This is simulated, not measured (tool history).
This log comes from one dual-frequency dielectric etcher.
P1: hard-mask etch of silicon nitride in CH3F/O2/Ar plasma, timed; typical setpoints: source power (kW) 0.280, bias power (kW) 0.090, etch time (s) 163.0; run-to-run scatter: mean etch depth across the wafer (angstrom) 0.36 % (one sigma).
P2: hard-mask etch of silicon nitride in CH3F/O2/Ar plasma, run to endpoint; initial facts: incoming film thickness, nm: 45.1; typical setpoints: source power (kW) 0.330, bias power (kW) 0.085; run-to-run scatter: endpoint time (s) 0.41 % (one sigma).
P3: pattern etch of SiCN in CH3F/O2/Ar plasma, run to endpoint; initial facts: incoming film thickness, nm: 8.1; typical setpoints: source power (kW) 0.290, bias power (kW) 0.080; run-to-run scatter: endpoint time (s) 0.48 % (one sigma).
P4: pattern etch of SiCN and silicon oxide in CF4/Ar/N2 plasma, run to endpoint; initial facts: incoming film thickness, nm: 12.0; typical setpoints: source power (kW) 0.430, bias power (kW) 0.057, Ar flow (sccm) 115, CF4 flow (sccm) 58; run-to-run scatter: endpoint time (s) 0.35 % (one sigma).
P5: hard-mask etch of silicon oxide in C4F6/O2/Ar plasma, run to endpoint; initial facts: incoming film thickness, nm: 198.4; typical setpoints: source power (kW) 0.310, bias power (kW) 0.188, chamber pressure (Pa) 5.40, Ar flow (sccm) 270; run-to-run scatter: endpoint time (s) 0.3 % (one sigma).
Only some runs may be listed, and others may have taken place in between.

| run | day | process that ran | source power (kW) | bias power (kW) | etch time (s) | Ar flow (sccm) | CF4 flow (sccm) | chamber pressure (Pa) | hours since the last wet clean | hours since the last source power generator calibration | hours since the last bias power generator calibration | mean etch depth across the wafer (angstrom) | endpoint time (s) |
|---|---|---|---|---|---|---|---|---|---|---|---|---|---|
| 1 | 0.554 | P1 | 0.280 | 0.090 | 163.0 |  |  |  | 195.7 | 817.5 | 1296.8 | 1081.90 |  |
| 2 | 1.188 | P4 | 0.430 | 0.057 |  | 115 | 70 |  | 210.9 | 832.7 | 1312.0 |  | 16.020 |
| 3 | 1.567 | P1 | 0.280 | 0.090 | 163.0 |  |  |  | 220.0 | 841.8 | 1321.1 | 1075.80 |  |
| 4 | 2.071 | P5 | 0.310 | 0.188 |  | 329 |  | 5.40 | 232.1 | 853.9 | 1333.2 |  | 72.728 |
| 5 | 2.717 | P2 | 0.460 | 0.085 |  |  |  |  | 247.6 | 869.4 | 1348.7 |  | 58.050 |
| 6 | 3.088 | P4 | 0.430 | 0.039 |  | 115 | 58 |  | 256.5 | 878.3 | 1357.6 |  | 18.780 |
| 7 | 3.854 | P4 | 0.430 | 0.057 |  | 115 | 58 |  | 274.9 | 896.7 | 1376.0 |  | 16.528 |
| 8 | 4.467 | P2 | 0.330 | 0.085 |  |  |  |  | 289.6 | 911.4 | 1390.7 |  | 65.635 |
| 9 | 4.933 | P1 | 0.280 | 0.059 | 163.0 |  |  |  | 300.8 | 922.6 | 1401.9 | 926.88 |  |
| 10 | 5.696 | P3 | 0.290 | 0.107 |  |  |  |  | 319.1 | 940.9 | 1420.2 |  | 21.173 |
| 11 | 6.462 | P5 | 0.310 | 0.188 |  | 270 |  | 5.40 | 337.5 | 959.3 | 1438.6 |  | 71.069 |
| 12 | 7.150 | P1 | 0.280 | 0.126 | 163.0 |  |  |  | 354.0 | 975.8 | 1455.1 | 1225.40 |  |
| 13 | 7.588 | P4 | 0.270 | 0.057 |  | 115 | 58 |  | 364.5 | 986.3 | 1465.6 |  | 24.830 |
| 14 | 8.092 | P5 | 0.310 | 0.243 |  | 270 |  | 5.40 | 376.6 | 998.4 | 1477.7 |  | 65.565 |
| 15 | 8.838 | P1 | 0.280 | 0.090 | 218.5 |  |  |  | 394.5 | 1016.3 | 1495.6 | 1443.70 |  |
| 16 | 9.212 | P1 | 0.230 | 0.090 | 195.5 |  |  |  | 403.5 | 1025.3 | 1504.6 | 1202.00 |  |
| 17 | 9.600 | P1 | 0.280 | 0.090 | 113.5 |  |  |  | 412.8 | 1034.6 | 1513.9 | 752.56 |  |
| 18 | 10.050 | P4 | 0.430 | 0.057 |  | 115 | 58 |  | 423.6 | 1045.4 | 1524.7 |  | 16.584 |
| 19 | 10.529 | P1 | 0.280 | 0.090 | 163.0 |  |  |  | 435.1 | 1056.9 | 1536.2 | 1067.00 |  |
| 20 | 11.292 | P3 | 0.290 | 0.080 |  |  |  |  | 453.4 | 1075.2 | 1554.5 |  | 23.482 |
| 21 | 11.758 | P1 | 0.280 | 0.090 | 163.0 |  |  |  | 464.6 | 1086.4 | 1565.7 | 1078.60 |  |
| 22 | 12.508 | P1 | 0.210 | 0.090 | 163.0 |  |  |  | 482.6 | 1104.4 | 1583.7 | 968.59 |  |
| 23 | 12.983 | P1 | 0.280 | 0.090 | 163.0 |  |  |  | 494.0 | 1115.8 | 1595.1 | 1076.60 |  |
| 24 | 13.417 | P2 | 0.330 | 0.085 |  |  |  |  | 504.4 | 1126.2 | 1605.5 |  | 65.863 |
| 25 | 13.917 | P4 | 0.430 | 0.057 |  | 140 | 58 |  | 516.4 | 1138.2 | 1617.5 |  | 17.100 |
| 26 | 14.308 | P1 | 0.370 | 0.090 | 163.0 |  |  |  | 525.8 | 1147.6 | 1626.9 | 1190.80 |  |
| 27 | 14.983 | P5 | 0.310 | 0.188 |  | 270 |  | 5.40 | 542.0 | 1163.8 | 1643.1 |  | 70.971 |
| 28 | 15.750 | P5 | 0.190 | 0.188 |  | 270 |  | 5.40 | 560.4 | 1182.2 | 1661.5 |  | 86.110 |
| 29 | 16.521 | P2 | 0.330 | 0.051 |  |  |  |  | 578.9 | 1200.7 | 1680.0 |  | 78.140 |
| 30 | 16.867 | P3 | 0.400 | 0.080 |  |  |  |  | 587.2 | 1209.0 | 1688.3 |  | 20.947 |
| 31 | 17.388 | P3 | 0.290 | 0.080 |  |  |  |  | 599.7 | 1221.5 | 1700.8 |  | 23.585 |
| 32 | 17.962 | P5 | 0.310 | 0.188 |  | 270 |  | 7.40 | 613.5 | 1235.3 | 1714.6 |  | 73.789 |
| 33 | 18.408 | P1 | 0.280 | 0.090 | 163.0 |  |  |  | 624.2 | 1246.0 | 1725.3 | 1072.30 |  |
| 34 | 18.908 | P1 | 0.280 | 0.090 | 163.0 |  |  |  | 636.2 | 1258.0 | 1737.3 | 1085.00 |  |
| 35 | 19.400 | P1 | 0.280 | 0.090 | 163.0 |  |  |  | 648.0 | 1269.8 | 1749.1 | 1090.00 |  |
|  | 19.979 | wet clean of the chamber |
| 36 | 20.133 | P1 | 0.280 | 0.090 | 163.0 |  |  |  | 3.8 | 1287.4 | 1766.7 | 1085.00 |  |
| 37 | 20.475 | P1 | 0.280 | 0.090 | 163.0 |  |  |  | 12.0 | 1295.6 | 1774.9 | 1096.50 |  |
| 38 | 21.008 | P1 | 0.280 | 0.090 | 163.0 |  |  |  | 24.8 | 1308.4 | 1787.7 | 1092.50 |  |
| 39 | 21.421 | P1 | 0.280 | 0.090 | 163.0 |  |  |  | 34.7 | 1318.3 | 1797.6 | 1096.10 |  |
| 40 | 21.775 | P1 | 0.280 | 0.090 | 163.0 |  |  |  | 43.2 | 1326.8 | 1806.1 | 1102.20 |  |
| 41 | 22.304 | P1 | 0.280 | 0.090 | 163.0 |  |  |  | 55.9 | 1339.5 | 1818.8 | 1097.80 |  |
| 42 | 22.846 | P1 | 0.280 | 0.090 | 163.0 |  |  |  | 68.9 | 1352.5 | 1831.8 | 1095.80 |  |

Compared with where it was, what P1 gives has crept away. Each cause listed below fits the log as well as the rest, at the size given for it:
A: source power that arrives over what is set, % = 4.96
B: bias power that arrives over what is set, % = 4.98
The creep began at about day 18.408.
Other possible causes, and why each is ruled out:
chamber walls in a state that raises the etch rate, %: maintenance at day 19.979, after the shift began, did not return the process to its former output

Question marks stand in for the results of the 4 check runs listed below, each run on one wafer. Under which run would the listed causes show clearly different results?
| check 1 | 23.388 | P4 | 0.310 | 0.057 |  | 137 | 58 |  |  |  |  |  | ? |
| check 2 | 23.388 | P2 | 0.440 | 0.058 |  |  |  |  |  |  |  |  | ? |
| check 3 | 23.388 | P3 | 0.290 | 0.098 |  |  |  |  |  |  |  |  | ? |
| check 4 | 23.388 | P5 | 0.210 | 0.188 |  | 270 |  | 7.27 |  |  |  |  | ? |

Expected result of each check under each candidate cause:
| check | result | if A | if B |
|---|---|---|---|
| check 1 | endpoint time (s) | 21.746 | 22.294 |
| check 2 | endpoint time (s) | 65.708 | 65.900 |
| check 3 | endpoint time (s) | 21.548 | 21.528 |
| check 4 | endpoint time (s) | 84.241 | 84.433 |
Gap, in per cent, between the two causes that each check separates least, read from the result that separates them most: check 1 2.49 %; check 2 0.29 %; check 3 0.09 %; check 4 0.23 %
Check 1 is the one run that separates the causes; every other check would come out nearly the same whichever cause is at work.

Then check 1 was run and gave: endpoint time (s) 21.776. Which cause is it?

The cause is A: source power that arrives over what is set, %.

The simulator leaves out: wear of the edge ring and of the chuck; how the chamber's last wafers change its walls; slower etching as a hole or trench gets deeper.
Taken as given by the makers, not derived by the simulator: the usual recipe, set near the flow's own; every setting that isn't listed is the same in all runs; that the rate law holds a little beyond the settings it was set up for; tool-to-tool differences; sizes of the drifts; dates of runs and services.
